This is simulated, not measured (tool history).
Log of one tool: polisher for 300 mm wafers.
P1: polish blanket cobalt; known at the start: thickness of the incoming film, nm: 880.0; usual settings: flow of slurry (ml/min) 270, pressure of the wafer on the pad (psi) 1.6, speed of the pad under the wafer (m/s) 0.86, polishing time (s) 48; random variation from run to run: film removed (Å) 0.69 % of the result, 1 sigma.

run	hour	flow of slurry (ml/min)	pressure of the wafer on the pad (psi)	speed of the pad under the wafer (m/s)	polishing time (s)	film removed (Å)
1	11.1	270	1.6	0.86	48	1936.90
2	25.6	270	1.6	0.86	48	1924.20
3	41.5	400	1.6	1.10	48	2569.30
4	53.9	270	0.7	0.86	24	428.12
5	64.6	270	2.3	0.86	48	2788.40
6	81.7	270	1.6	0.86	48	1917.30
# hour 84.4: worn pad replaced by a new one
7	97.5	270	0.7	0.86	48	859.02
8	113.0	340	1.6	0.86	48	1969.90
9	124.8	270	1.6	0.86	48	1951.10
10	134.7	270	1.6	0.38	48	852.57
11	153.4	270	1.6	0.86	27	1098.60
12	169.4	160	1.6	1.28	48	2707.00
13	187.6	270	1.6	1.14	48	2559.60
14	198.1	270	1.6	0.86	72	2856.60
15	209.1	160	1.6	0.86	48	1820.60
16	228.0	270	1.6	0.86	48	1938.20
17	240.1	270	1.6	0.86	48	1897.80
18	250.8	270	1.6	0.86	48	1877.30
19	264.9	270	1.6	0.86	48	1867.50
20	274.8	270	1.6	0.86	48	1860.30
21	290.9	270	1.6	0.86	48	1826.40
# hour 306.9: worn pad replaced by a new one
22	308.3	270	1.6	0.86	48	1805.60
23	324.6	270	1.6	0.86	48	1827.90
24	335.9	270	1.6	0.86	48	1821.40
25	349.7	270	1.6	0.86	48	1792.60
26	368.2	270	1.6	0.86	48	1827.20
27	377.2	270	1.6	0.86	48	1805.80

What P1 gives has crept away from where it was. These 2 causes fit the log equally well, each at the size given:
A: slurry flow missing at the pad, % = 38.1
B: head's pressure below its setpoint, % = 5.84
The creep began at about hour 228.0.
Why every other cause is out:
removal rate lost through wear of the pad, %: serviced at hour 306.9, which brought nothing back

4 check runs are offered, each on 2 wafers whose results are averaged, their results left as question marks. Which one tells the causes apart?
check 1	386.2	325	1.6	0.86	48	?
check 2	386.2	270	1.0	0.86	48	?
check 3	386.2	160	1.6	0.86	62	?
check 4	386.2	270	1.6	0.56	48	?

What each check would give under each cause:
check	result	if A	if B
check 1	film removed (Å)	1870.00	1851.70
check 2	film removed (Å)	1138.20	1138.10
check 3	film removed (Å)	2118.90	2199.60
check 4	film removed (Å)	1185.80	1185.70
How far apart the two closest causes lie, in the result that separates them most: check 1 0.98 %; check 2 0.01 %; check 3 3.74 %; check 4 0.01 %
Check 3 tells the causes apart: in the others they would give nearly the same result.

Check 3 was then run and gave: film removed (Å) 2212.40. Which cause is it?

It is B: head's pressure below its setpoint, %.
